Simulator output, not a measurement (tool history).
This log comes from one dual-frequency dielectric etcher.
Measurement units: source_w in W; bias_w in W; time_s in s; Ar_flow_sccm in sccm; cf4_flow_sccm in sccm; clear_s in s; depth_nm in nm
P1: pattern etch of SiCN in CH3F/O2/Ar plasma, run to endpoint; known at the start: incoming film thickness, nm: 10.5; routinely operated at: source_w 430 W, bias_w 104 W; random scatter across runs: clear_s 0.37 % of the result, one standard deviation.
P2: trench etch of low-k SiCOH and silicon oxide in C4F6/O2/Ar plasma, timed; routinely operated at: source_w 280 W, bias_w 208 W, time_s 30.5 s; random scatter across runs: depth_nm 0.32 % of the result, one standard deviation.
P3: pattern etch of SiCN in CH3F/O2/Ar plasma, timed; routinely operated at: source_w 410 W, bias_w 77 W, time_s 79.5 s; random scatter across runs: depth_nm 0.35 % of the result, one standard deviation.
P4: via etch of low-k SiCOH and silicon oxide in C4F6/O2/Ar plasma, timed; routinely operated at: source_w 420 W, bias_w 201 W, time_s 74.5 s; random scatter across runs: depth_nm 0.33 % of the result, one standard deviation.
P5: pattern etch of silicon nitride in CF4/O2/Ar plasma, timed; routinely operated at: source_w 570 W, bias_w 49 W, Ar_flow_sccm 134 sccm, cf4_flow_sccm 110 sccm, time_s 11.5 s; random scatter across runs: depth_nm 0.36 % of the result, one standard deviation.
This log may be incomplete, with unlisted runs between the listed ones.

run	day	process	source_w	bias_w	time_s	Ar_flow_sccm	cf4_flow_sccm	clear_s	depth_nm
1	0.271	P1	430	104				24.446	
2	0.642	P2	280	208	17.0				48.373
3	0.983	P1	340	144				23.416	
4	1.283	P1	430	104				24.599	
5	1.550	P3	410	77	79.5				30.558
6	1.796	P5	570	35	11.5	134	110		21.848
7	2.125	P1	430	104				24.336	
8	2.446	P2	280	208	30.5				87.419
9	2.729	P3	290	77	79.5				26.564
10	3.171	P1	250	104				29.926	
11	3.575	P1	430	129				22.473	
# day 3.721: bias power generator calibrated
12	3.996	P1	430	104				24.282	
13	4.346	P5	450	49	11.5	134	110		20.064
14	4.683	P3	410	105	79.5				34.062
15	4.900	P5	570	49	11.5	134	110		24.610
16	5.204	P4	310	201	74.5				194.930
17	5.638	P5	570	49	11.5	134	110		24.599
18	5.954	P2	200	208	30.5				76.080
19	6.338	P5	570	49	15.0	134	110		32.107
20	6.588	P4	420	201	54.5				159.490
21	6.942	P1	430	104				24.359	
22	7.212	P4	420	201	74.5				219.500
23	7.475	P1	550	87				23.894	
24	7.808	P2	280	208	30.5				87.232
25	8.179	P4	420	152	74.5				200.410
26	8.567	P1	430	74				27.711	
27	8.862	P2	280	258	30.5				93.236
28	9.154	P1	430	104				24.314	
29	9.517	P5	570	49	11.5	134	130		25.079
30	9.900	P5	570	49	11.5	167	110		23.957
31	10.321	P1	540	104				22.420	
32	10.742	P3	410	77	61.0				23.358
33	10.992	P1	430	104				24.325	
34	11.258	P1	430	104				24.380	
35	11.479	P1	430	104				24.479	
36	11.867	P1	430	104				24.825	
# day 12.162: wet clean of the chamber
37	12.233	P1	430	104				24.940	
38	12.612	P1	430	104				24.905	
39	12.983	P1	430	104				24.791	
40	13.183	P1	430	104				24.874	

What P1 gives has crept off from where it sat before. The 2 causes that follow fit the log equally well, each at the size noted:
A: bias power that arrives under what is set, % = 4.79
B: source power that arrives under what is set, % = 4.9
The drift started at roughly day 11.258.
Every other cause this tool's parts could produce, and why it does not fit the log:
chamber walls in a state that lowers the etch rate, %: serviced at day 12.162, which brought nothing back

You are offered 4 check runs, listed below with question marks in place of their results; each one averages 2 wafers. Which run separates the listed causes by giving clearly different results for each?
check 1	13.383	P2	280	208	30.5				?
check 2	13.383	P3	410	77	79.5				?
check 3	13.383	P5	570	49	11.5	134	110		?
check 4	13.383	P4	420	201	74.5				?

What each check would give under each cause:
check	result	if A	if B
check 1	depth_nm	85.721	85.469
check 2	depth_nm	29.864	29.824
check 3	depth_nm	24.183	23.581
check 4	depth_nm	215.580	214.780
Smallest distance between any two causes, each pair judged by its most separating result, in per cent: check 1 0.29 %; check 2 0.13 %; check 3 2.52 %; check 4 0.37 %
The causes can be told apart only by check 3. The other checks would give nearly the same results under each of them.

After running check 3, the following was obtained: depth_nm 24.216 nm. Which cause does this point to?

The correct cause is A, namely: bias power that arrives under what is set, %.

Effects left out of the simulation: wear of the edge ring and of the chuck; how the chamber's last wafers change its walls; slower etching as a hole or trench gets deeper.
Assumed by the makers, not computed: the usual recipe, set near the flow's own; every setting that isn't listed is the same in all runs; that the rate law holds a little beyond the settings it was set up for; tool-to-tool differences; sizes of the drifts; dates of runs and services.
